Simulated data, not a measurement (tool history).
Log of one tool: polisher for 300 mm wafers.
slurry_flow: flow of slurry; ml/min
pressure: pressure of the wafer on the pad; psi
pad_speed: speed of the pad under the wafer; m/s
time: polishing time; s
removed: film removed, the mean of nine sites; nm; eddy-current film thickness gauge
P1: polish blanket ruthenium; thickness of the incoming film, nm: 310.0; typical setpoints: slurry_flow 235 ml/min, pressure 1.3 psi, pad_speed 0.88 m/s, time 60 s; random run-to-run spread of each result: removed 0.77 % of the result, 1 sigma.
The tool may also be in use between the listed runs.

| run | day | slurry_flow | pressure | pad_speed | time | wafers polished on this pad | hours since the slurry nozzle was cleaned | hours since the head pressure was calibrated | removed |
|---|---|---|---|---|---|---|---|---|---|
| 1 | 0.171 | 235 | 1.3 | 0.88 | 60 | 938 | 192.9 | 373.7 | 37.149 |
| 2 | 0.408 | 235 | 1.3 | 0.44 | 60 | 992 | 198.6 | 379.4 | 18.318 |
| 3 | 0.575 | 235 | 1.3 | 0.88 | 60 | 1030 | 202.6 | 383.4 | 36.588 |
| 4 | 0.742 | 235 | 2.1 | 0.88 | 60 | 1069 | 206.6 | 387.4 | 59.703 |
|  | 0.862 | head pressure recalibrated |
| 5 | 1.004 | 235 | 1.3 | 0.88 | 60 | 1129 | 212.9 | 3.4 | 36.562 |
| 6 | 1.146 | 140 | 1.3 | 0.88 | 60 | 1161 | 216.3 | 6.8 | 34.298 |
| 7 | 1.425 | 235 | 1.3 | 0.88 | 60 | 1225 | 223.0 | 13.5 | 37.313 |
| 8 | 1.617 | 335 | 1.3 | 0.88 | 60 | 1269 | 227.6 | 18.1 | 38.570 |
| 9 | 1.904 | 235 | 1.3 | 0.88 | 38 | 1335 | 234.5 | 25.0 | 23.308 |
| 10 | 2.062 | 355 | 1.3 | 1.32 | 60 | 1371 | 238.3 | 28.8 | 57.298 |
| 11 | 2.258 | 235 | 0.9 | 0.88 | 46 | 1416 | 243.0 | 33.5 | 19.718 |
| 12 | 2.438 | 235 | 0.7 | 0.88 | 60 | 1457 | 247.3 | 37.8 | 19.828 |
| 13 | 2.604 | 235 | 1.3 | 0.88 | 94 | 1495 | 251.3 | 41.8 | 58.637 |
| 14 | 2.883 | 235 | 1.3 | 0.88 | 60 | 1559 | 258.0 | 48.5 | 37.055 |
| 15 | 3.025 | 235 | 1.3 | 1.32 | 60 | 1592 | 261.4 | 51.9 | 55.719 |
| 16 | 3.162 | 235 | 1.3 | 0.88 | 60 | 1623 | 264.7 | 55.2 | 36.998 |
| 17 | 3.321 | 235 | 1.3 | 0.88 | 60 | 1660 | 268.5 | 59.0 | 36.685 |

What will run 18 give?
| 18 | 3.538 | 235 | 1.3 | 0.88 | 60 | 1709 | 273.7 | 64.2 | ? |

removed: 35.577 nm
